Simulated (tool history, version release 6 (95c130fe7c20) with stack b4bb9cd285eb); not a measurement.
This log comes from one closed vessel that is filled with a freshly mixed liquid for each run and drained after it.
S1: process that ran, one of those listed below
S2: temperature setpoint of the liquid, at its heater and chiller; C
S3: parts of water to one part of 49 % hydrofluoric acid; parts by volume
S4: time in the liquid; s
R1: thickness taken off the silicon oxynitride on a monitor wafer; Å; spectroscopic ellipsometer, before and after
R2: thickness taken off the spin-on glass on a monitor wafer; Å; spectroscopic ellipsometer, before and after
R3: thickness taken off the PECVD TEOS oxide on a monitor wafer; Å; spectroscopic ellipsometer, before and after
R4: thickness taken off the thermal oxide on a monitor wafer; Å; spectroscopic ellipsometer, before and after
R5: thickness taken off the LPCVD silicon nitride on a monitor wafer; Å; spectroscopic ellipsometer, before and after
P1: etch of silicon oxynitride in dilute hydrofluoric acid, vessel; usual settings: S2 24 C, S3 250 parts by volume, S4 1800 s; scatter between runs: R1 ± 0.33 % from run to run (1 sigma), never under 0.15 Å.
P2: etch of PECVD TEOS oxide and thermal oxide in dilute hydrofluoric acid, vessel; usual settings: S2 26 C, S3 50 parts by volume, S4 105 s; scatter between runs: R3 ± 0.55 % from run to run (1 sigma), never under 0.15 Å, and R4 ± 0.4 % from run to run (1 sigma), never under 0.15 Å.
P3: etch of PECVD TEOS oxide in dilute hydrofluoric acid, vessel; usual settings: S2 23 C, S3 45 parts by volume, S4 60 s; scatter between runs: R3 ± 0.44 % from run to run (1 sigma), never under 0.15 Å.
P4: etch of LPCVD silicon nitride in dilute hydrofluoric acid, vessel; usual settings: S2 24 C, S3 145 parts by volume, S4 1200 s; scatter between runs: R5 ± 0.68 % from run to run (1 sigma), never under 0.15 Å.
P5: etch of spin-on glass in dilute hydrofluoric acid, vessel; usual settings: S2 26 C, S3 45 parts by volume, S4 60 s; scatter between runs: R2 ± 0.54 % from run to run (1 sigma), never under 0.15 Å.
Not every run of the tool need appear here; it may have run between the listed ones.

{"run": 1, "hour": 12.5, "S1": "P1", "S2": 24, "S3": 250, "S4": 1800, "R1": 97.329}
{"run": 2, "hour": 31.3, "S1": "P1", "S2": 24, "S3": 250, "S4": 1800, "R1": 97.716}
{"run": 3, "hour": 43.5, "S1": "P5", "S2": 26, "S3": 45, "S4": 110, "R2": 1514.8}
{"run": 4, "hour": 58.4, "S1": "P3", "S2": 23, "S3": 25, "S4": 60, "R3": 726.57}
{"run": 5, "hour": 73.0, "S1": "P2", "S2": 26, "S3": 50, "S4": 105, "R3": 585.07, "R4": 115.98}
{"run": 6, "hour": 88.2, "S1": "P5", "S2": 26, "S3": 65, "S4": 60, "R2": 552.81}
{"hour": 94.8, "done": "thermometer replaced"}
{"run": 7, "hour": 102.5, "S1": "P1", "S2": 24, "S3": 250, "S4": 1800, "R1": 97.136}
{"run": 8, "hour": 114.4, "S1": "P4", "S2": 24, "S3": 90, "S4": 1200, "R5": 64.315}
{"run": 9, "hour": 124.5, "S1": "P1", "S2": 24, "S3": 250, "S4": 1800, "R1": 97.302}
{"run": 10, "hour": 141.4, "S1": "P1", "S2": 24, "S3": 250, "S4": 1800, "R1": 97.5}
{"run": 11, "hour": 153.9, "S1": "P2", "S2": 26, "S3": 50, "S4": 30, "R3": 164.98, "R4": 33.627}
{"run": 12, "hour": 172.4, "S1": "P4", "S2": 31, "S3": 145, "S4": 1200, "R5": 62.54}
{"run": 13, "hour": 190.5, "S1": "P3", "S2": 23, "S3": 45, "S4": 60, "R3": 391.25}
{"run": 14, "hour": 199.5, "S1": "P1", "S2": 18.5, "S3": 250, "S4": 2800, "R1": 118.06}
{"run": 15, "hour": 208.3, "S1": "P5", "S2": 26, "S3": 45, "S4": 60, "R2": 826.03}
{"run": 16, "hour": 225.8, "S1": "P4", "S2": 24, "S3": 145, "S4": 1200, "R5": 40.154}
{"run": 17, "hour": 238.0, "S1": "P3", "S2": 23, "S3": 45, "S4": 90, "R3": 591.32}
{"run": 18, "hour": 248.3, "S1": "P1", "S2": 28, "S3": 250, "S4": 1800, "R1": 115.4}
{"run": 19, "hour": 256.4, "S1": "P1", "S2": 24, "S3": 250, "S4": 3365, "R1": 182.12}
{"run": 20, "hour": 267.0, "S1": "P3", "S2": 17.5, "S3": 45, "S4": 60, "R3": 312.15}
{"run": 21, "hour": 279.6, "S1": "P2", "S2": 17.5, "S3": 50, "S4": 105, "R3": 410.23, "R4": 81.512}
{"run": 22, "hour": 293.6, "S1": "P5", "S2": 31, "S3": 45, "S4": 60, "R2": 1004.1}
{"hour": 310.0, "done": "hydrofluoric acid flow meter replaced"}
{"run": 23, "hour": 312.4, "S1": "P1", "S2": 24, "S3": 45, "S4": 1800, "R1": 636.99}
{"run": 24, "hour": 324.0, "S1": "P2", "S2": 26, "S3": 70, "S4": 105, "R3": 401.51, "R4": 82.024}
{"run": 25, "hour": 332.9, "S1": "P3", "S2": 23, "S3": 45, "S4": 60, "R3": 392.37}
{"run": 26, "hour": 350.2, "S1": "P1", "S2": 24, "S3": 250, "S4": 820, "R1": 44.375}
{"run": 27, "hour": 364.7, "S1": "P1", "S2": 24, "S3": 390, "S4": 1800, "R1": 56.671}
{"run": 28, "hour": 376.3, "S1": "P4", "S2": 24, "S3": 145, "S4": 575, "R5": 19.275}
{"run": 29, "hour": 386.1, "S1": "P1", "S2": 17, "S3": 250, "S4": 1800, "R1": 71.49}
{"run": 30, "hour": 397.5, "S1": "P1", "S2": 24, "S3": 250, "S4": 1800, "R1": 97.03}
{"run": 31, "hour": 411.7, "S1": "P1", "S2": 24, "S3": 250, "S4": 1800, "R1": 101.1}
{"run": 32, "hour": 428.9, "S1": "P1", "S2": 24, "S3": 250, "S4": 1800, "R1": 103.94}
{"run": 33, "hour": 445.0, "S1": "P1", "S2": 24, "S3": 250, "S4": 1800, "R1": 105.04}
{"run": 34, "hour": 461.3, "S1": "P1", "S2": 24, "S3": 250, "S4": 1800, "R1": 106.82}
{"run": 35, "hour": 472.1, "S1": "P1", "S2": 24, "S3": 250, "S4": 1800, "R1": 106.89}
{"run": 36, "hour": 482.1, "S1": "P1", "S2": 24, "S3": 250, "S4": 1800, "R1": 107.7}
{"run": 37, "hour": 496.6, "S1": "P1", "S2": 24, "S3": 250, "S4": 1800, "R1": 107.47}
{"run": 38, "hour": 508.5, "S1": "P1", "S2": 24, "S3": 250, "S4": 1800, "R1": 108.01}
{"run": 39, "hour": 520.7, "S1": "P1", "S2": 24, "S3": 250, "S4": 1800, "R1": 107.75}
{"run": 40, "hour": 531.1, "S1": "P1", "S2": 24, "S3": 250, "S4": 1800, "R1": 107.44}

P1 no longer gives what it gave before; its output has crept away from where it was. The following 2 causes, each at its listed size, fit the log equally well:
A: liquid hotter than its thermometer reads (K) = 2.42
B: hydrofluoric acid flow above the setpoint (%) = 9.25
The process output started creeping at around hour 397.5.

The check runs listed below each take one wafer, and their results are still question marks. Under which run would the listed causes lead to clearly different results?
{"run": "check 1", "hour": 541.5, "S1": "P2", "S2": 26, "S3": 50, "S4": 105, "R3": "?", "R4": "?"}
{"run": "check 2", "hour": 541.5, "S1": "P3", "S2": 23, "S3": 45, "S4": 60, "R3": "?"}
{"run": "check 3", "hour": 541.5, "S1": "P4", "S2": 24, "S3": 145, "S4": 1200, "R5": "?"}
{"run": "check 4", "hour": 541.5, "S1": "P5", "S2": 26, "S3": 45, "S4": 60, "R2": "?"}

Outcome of each check run for each possible cause:
check=check_1 result=R3 if_A=640.76 if_B=638.98
check=check_1 result=R4 if_A=129.02 if_B=128.67
check=check_2 result=R3 if_A=434.91 if_B=432.13
check=check_3 result=R5 if_A=46.954 if_B=43.899
check=check_4 result=R2 if_A=907.74 if_B=904.39
Minimum pairwise separation of causes per check, each pair taken at its best-separating result: check 1 0.28 %; check 2 0.64 %; check 3 6.73 %; check 4 0.37 %
The causes can be told apart only by check 3. The other checks would give nearly the same results under each of them.

Check 3 was carried out, with these results: R5 46.696 Å. Which of the listed causes is responsible?

The correct cause is A, namely: liquid hotter than its thermometer reads (K).

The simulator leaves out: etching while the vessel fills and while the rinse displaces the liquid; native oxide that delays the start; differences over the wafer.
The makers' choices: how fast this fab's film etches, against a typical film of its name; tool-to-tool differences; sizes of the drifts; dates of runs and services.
